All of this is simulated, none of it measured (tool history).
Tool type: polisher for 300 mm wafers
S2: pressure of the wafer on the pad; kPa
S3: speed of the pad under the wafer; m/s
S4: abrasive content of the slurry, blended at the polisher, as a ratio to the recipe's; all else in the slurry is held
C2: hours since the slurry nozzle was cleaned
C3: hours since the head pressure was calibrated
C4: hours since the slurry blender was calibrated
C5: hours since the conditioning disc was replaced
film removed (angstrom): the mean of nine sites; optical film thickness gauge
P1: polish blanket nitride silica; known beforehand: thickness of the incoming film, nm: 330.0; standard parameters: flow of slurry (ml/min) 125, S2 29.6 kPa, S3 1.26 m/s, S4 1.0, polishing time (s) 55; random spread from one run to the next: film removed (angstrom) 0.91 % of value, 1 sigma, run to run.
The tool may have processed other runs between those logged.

Run 1, hour 4.8: flow of slurry (ml/min) 125, S2 29.6 kPa, S3 1.26 m/s, S4 1.0, polishing time (s) 55; wafers polished on this pad 867; C2 320.4; C3 456.6; C4 68.6; C5 85.5. Result: film removed (angstrom) 431.36.
Run 2, hour 7.0: flow of slurry (ml/min) 125, S2 29.6 kPa, S3 1.26 m/s, S4 1.0, polishing time (s) 55; wafers polished on this pad 889; C2 322.6; C3 458.8; C4 70.8; C5 87.7. Result: film removed (angstrom) 438.44.
Run 3, hour 11.3: flow of slurry (ml/min) 165, S2 37.9 kPa, S3 1.26 m/s, S4 1.0, polishing time (s) 55; wafers polished on this pad 932; C2 326.9; C3 463.1; C4 75.1; C5 92.0. Result: film removed (angstrom) 583.09.
Run 4, hour 14.2: flow of slurry (ml/min) 125, S2 44.1 kPa, S3 1.26 m/s, S4 1.0, polishing time (s) 73; wafers polished on this pad 961; C2 329.8; C3 466.0; C4 78.0; C5 94.9. Result: film removed (angstrom) 837.25.
Run 5, hour 17.9: flow of slurry (ml/min) 125, S2 15.9 kPa, S3 1.26 m/s, S4 1.0, polishing time (s) 55; wafers polished on this pad 998; C2 333.5; C3 469.7; C4 81.7; C5 98.6. Result: film removed (angstrom) 233.45.
Run 6, hour 20.4: flow of slurry (ml/min) 125, S2 29.6 kPa, S3 1.26 m/s, S4 0.5, polishing time (s) 55; wafers polished on this pad 1023; C2 336.0; C3 472.2; C4 84.2; C5 101.1. Result: film removed (angstrom) 297.49.
Run 7, hour 24.3: flow of slurry (ml/min) 125, S2 44.8 kPa, S3 0.70 m/s, S4 1.0, polishing time (s) 55; wafers polished on this pad 1063; C2 339.9; C3 476.1; C4 88.1; C5 105.0. Result: film removed (angstrom) 407.08.
Run 8, hour 28.6: flow of slurry (ml/min) 75, S2 29.6 kPa, S3 1.26 m/s, S4 1.0, polishing time (s) 55; wafers polished on this pad 1106; C2 344.2; C3 480.4; C4 92.4; C5 109.3. Result: film removed (angstrom) 375.79.
Run 9, hour 31.1: flow of slurry (ml/min) 125, S2 29.6 kPa, S3 1.26 m/s, S4 1.2, polishing time (s) 55; wafers polished on this pad 1131; C2 346.7; C3 482.9; C4 94.9; C5 111.8. Result: film removed (angstrom) 463.48.
Run 10, hour 35.5: flow of slurry (ml/min) 125, S2 29.6 kPa, S3 0.88 m/s, S4 1.0, polishing time (s) 55; wafers polished on this pad 1175; C2 351.1; C3 487.3; C4 99.3; C5 116.2. Result: film removed (angstrom) 323.44.
Run 11, hour 39.3: flow of slurry (ml/min) 125, S2 29.6 kPa, S3 1.26 m/s, S4 1.0, polishing time (s) 55; wafers polished on this pad 1214; C2 354.9; C3 491.1; C4 103.1; C5 120.0. Result: film removed (angstrom) 429.02.
Run 12, hour 42.1: flow of slurry (ml/min) 125, S2 29.6 kPa, S3 1.96 m/s, S4 1.0, polishing time (s) 55; wafers polished on this pad 1242; C2 357.7; C3 493.9; C4 105.9; C5 122.8. Result: film removed (angstrom) 611.30.
Run 13, hour 45.2: flow of slurry (ml/min) 125, S2 44.8 kPa, S3 1.26 m/s, S4 1.0, polishing time (s) 55; wafers polished on this pad 1273; C2 360.8; C3 497.0; C4 109.0; C5 125.9. Result: film removed (angstrom) 653.85.

Estimate the outcome of run 14 from the log above:
Run 14, hour 49.7: flow of slurry (ml/min) 125, S2 29.6 kPa, S3 1.26 m/s, S4 1.0, polishing time (s) 55; wafers polished on this pad 1318; C2 365.3; C3 501.5; C4 113.5; C5 130.4. Result: film removed (angstrom) ?.

{"run 14": {"film removed (angstrom)": 436.56}}

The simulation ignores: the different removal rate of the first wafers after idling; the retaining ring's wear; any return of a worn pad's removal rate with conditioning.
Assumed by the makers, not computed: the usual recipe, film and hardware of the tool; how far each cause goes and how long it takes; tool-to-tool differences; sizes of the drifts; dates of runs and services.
